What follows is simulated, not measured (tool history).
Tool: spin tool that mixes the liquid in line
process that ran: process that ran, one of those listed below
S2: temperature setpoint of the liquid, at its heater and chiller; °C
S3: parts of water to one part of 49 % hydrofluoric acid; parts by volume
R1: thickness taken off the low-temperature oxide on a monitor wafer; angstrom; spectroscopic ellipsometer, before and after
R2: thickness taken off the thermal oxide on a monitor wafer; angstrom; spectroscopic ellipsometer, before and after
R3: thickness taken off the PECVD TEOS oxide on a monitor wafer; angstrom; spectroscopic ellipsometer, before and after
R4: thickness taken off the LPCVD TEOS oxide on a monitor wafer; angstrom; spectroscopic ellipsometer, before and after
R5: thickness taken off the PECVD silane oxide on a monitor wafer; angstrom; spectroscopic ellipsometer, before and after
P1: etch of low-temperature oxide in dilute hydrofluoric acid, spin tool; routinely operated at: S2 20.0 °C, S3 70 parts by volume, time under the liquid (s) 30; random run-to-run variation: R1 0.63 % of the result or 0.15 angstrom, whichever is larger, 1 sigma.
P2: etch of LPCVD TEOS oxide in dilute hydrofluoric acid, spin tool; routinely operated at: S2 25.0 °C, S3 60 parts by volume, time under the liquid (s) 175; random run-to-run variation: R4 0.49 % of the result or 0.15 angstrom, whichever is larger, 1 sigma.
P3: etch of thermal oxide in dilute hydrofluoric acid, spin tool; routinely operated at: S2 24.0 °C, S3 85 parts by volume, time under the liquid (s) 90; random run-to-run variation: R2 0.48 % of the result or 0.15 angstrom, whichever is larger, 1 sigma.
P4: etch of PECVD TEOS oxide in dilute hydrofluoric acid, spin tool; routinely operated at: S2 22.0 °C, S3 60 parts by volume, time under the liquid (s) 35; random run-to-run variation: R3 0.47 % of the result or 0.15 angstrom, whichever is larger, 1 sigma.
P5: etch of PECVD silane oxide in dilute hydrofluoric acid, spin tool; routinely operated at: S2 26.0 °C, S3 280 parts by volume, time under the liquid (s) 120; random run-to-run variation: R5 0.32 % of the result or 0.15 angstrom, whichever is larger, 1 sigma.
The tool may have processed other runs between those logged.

Run 1, hour 7.6: process that ran P1, S2 20.0 °C, S3 70 parts by volume, time under the liquid (s) 30. Result: R1 46.318 angstrom.
Run 2, hour 12.9: process that ran P3, S2 24.0 °C, S3 85 parts by volume, time under the liquid (s) 90. Result: R2 49.524 angstrom.
Run 3, hour 19.2: process that ran P4, S2 22.0 °C, S3 60 parts by volume, time under the liquid (s) 35. Result: R3 57.984 angstrom.
Run 4, hour 27.1: process that ran P2, S2 25.0 °C, S3 60 parts by volume, time under the liquid (s) 95. Result: R4 314.94 angstrom.
Run 5, hour 38.0: process that ran P4, S2 22.0 °C, S3 60 parts by volume, time under the liquid (s) 65. Result: R3 107.200 angstrom.
Run 6, hour 45.2: process that ran P5, S2 26.0 °C, S3 280 parts by volume, time under the liquid (s) 65. Result: R5 70.796 angstrom.
Run 7, hour 55.3: process that ran P5, S2 18.5 °C, S3 280 parts by volume, time under the liquid (s) 120. Result: R5 100.960 angstrom.
Run 8, hour 63.4: process that ran P1, S2 25.5 °C, S3 70 parts by volume, time under the liquid (s) 30. Result: R1 59.196 angstrom.
Run 9, hour 69.3: process that ran P1, S2 20.0 °C, S3 70 parts by volume, time under the liquid (s) 60. Result: R1 93.569 angstrom.
Run 10, hour 75.4: process that ran P3, S2 31.0 °C, S3 85 parts by volume, time under the liquid (s) 90. Result: R2 65.213 angstrom.
Run 11, hour 85.3: process that ran P5, S2 26.0 °C, S3 280 parts by volume, time under the liquid (s) 120. Result: R5 130.900 angstrom.
Run 12, hour 93.5: process that ran P1, S2 20.0 °C, S3 70 parts by volume, time under the liquid (s) 15. Result: R1 23.556 angstrom.
Run 13, hour 103.7: process that ran P1, S2 20.0 °C, S3 70 parts by volume, time under the liquid (s) 30. Result: R1 47.427 angstrom.
Run 14, hour 113.1: process that ran P1, S2 20.0 °C, S3 120 parts by volume, time under the liquid (s) 30. Result: R1 25.616 angstrom.
Run 15, hour 123.6: process that ran P2, S2 25.0 °C, S3 60 parts by volume, time under the liquid (s) 175. Result: R4 577.54 angstrom.
Run 16, hour 132.2: process that ran P1, S2 25.5 °C, S3 70 parts by volume, time under the liquid (s) 50. Result: R1 97.410 angstrom.
Run 17, hour 143.0: process that ran P2, S2 25.0 °C, S3 20 parts by volume, time under the liquid (s) 175. Result: R4 1819.00 angstrom.
Run 18, hour 151.1: process that ran P2, S2 33.0 °C, S3 60 parts by volume, time under the liquid (s) 175. Result: R4 791.46 angstrom.
Run 19, hour 159.8: process that ran P4, S2 22.0 °C, S3 60 parts by volume, time under the liquid (s) 35. Result: R3 57.806 angstrom.
Run 20, hour 169.2: process that ran P1, S2 20.0 °C, S3 20 parts by volume, time under the liquid (s) 30. Result: R1 173.960 angstrom.
Run 21, hour 178.0: process that ran P1, S2 20.0 °C, S3 70 parts by volume, time under the liquid (s) 30. Result: R1 46.757 angstrom.
Run 22, hour 183.8: process that ran P1, S2 20.0 °C, S3 70 parts by volume, time under the liquid (s) 30. Result: R1 46.545 angstrom.
Run 23, hour 190.6: process that ran P4, S2 28.0 °C, S3 60 parts by volume, time under the liquid (s) 35. Result: R3 73.643 angstrom.
Run 24, hour 198.4: process that ran P2, S2 25.0 °C, S3 60 parts by volume, time under the liquid (s) 175. Result: R4 577.53 angstrom.
Run 25, hour 203.9: process that ran P1, S2 17.0 °C, S3 70 parts by volume, time under the liquid (s) 30. Result: R1 41.325 angstrom.
Run 26, hour 214.2: process that ran P4, S2 22.0 °C, S3 20 parts by volume, time under the liquid (s) 35. Result: R3 183.640 angstrom.
Run 27, hour 223.9: process that ran P3, S2 24.0 °C, S3 45 parts by volume, time under the liquid (s) 90. Result: R2 98.392 angstrom.
Run 28, hour 230.9: process that ran P1, S2 20.0 °C, S3 20 parts by volume, time under the liquid (s) 60. Result: R1 343.550 angstrom.
Run 29, hour 237.3: process that ran P5, S2 26.0 °C, S3 480 parts by volume, time under the liquid (s) 120. Result: R5 63.389 angstrom.
Run 30, hour 247.1: process that ran P3, S2 24.0 °C, S3 85 parts by volume, time under the liquid (s) 150. Result: R2 81.939 angstrom.
Run 31, hour 254.8: process that ran P1, S2 20.0 °C, S3 70 parts by volume, time under the liquid (s) 30. Result: R1 46.680 angstrom.
Run 32, hour 260.2: process that ran P5, S2 26.0 °C, S3 280 parts by volume, time under the liquid (s) 120. Result: R5 131.550 angstrom.
Run 33, hour 266.5: process that ran P1, S2 20.0 °C, S3 70 parts by volume, time under the liquid (s) 30. Result: R1 46.405 angstrom.
Run 34, hour 276.9: process that ran P1, S2 20.0 °C, S3 70 parts by volume, time under the liquid (s) 30. Result: R1 44.682 angstrom.
Run 35, hour 283.6: process that ran P1, S2 20.0 °C, S3 70 parts by volume, time under the liquid (s) 30. Result: R1 44.122 angstrom.
Run 36, hour 294.2: process that ran P1, S2 20.0 °C, S3 70 parts by volume, time under the liquid (s) 30. Result: R1 43.605 angstrom.
Run 37, hour 305.1: process that ran P1, S2 20.0 °C, S3 70 parts by volume, time under the liquid (s) 30. Result: R1 43.220 angstrom.
Run 38, hour 312.5: process that ran P1, S2 20.0 °C, S3 70 parts by volume, time under the liquid (s) 30. Result: R1 42.500 angstrom.
Run 39, hour 319.1: process that ran P1, S2 20.0 °C, S3 70 parts by volume, time under the liquid (s) 30. Result: R1 42.413 angstrom.
Run 40, hour 324.8: process that ran P1, S2 20.0 °C, S3 70 parts by volume, time under the liquid (s) 30. Result: R1 42.955 angstrom.
Run 41, hour 332.5: process that ran P1, S2 20.0 °C, S3 70 parts by volume, time under the liquid (s) 30. Result: R1 42.379 angstrom.

What will run 42 give?
Run 42, hour 338.7: process that ran P1, S2 20.0 °C, S3 70 parts by volume, time under the liquid (s) 30. Result: R1 ?.

{"run 42": {"R1": 41.789}}

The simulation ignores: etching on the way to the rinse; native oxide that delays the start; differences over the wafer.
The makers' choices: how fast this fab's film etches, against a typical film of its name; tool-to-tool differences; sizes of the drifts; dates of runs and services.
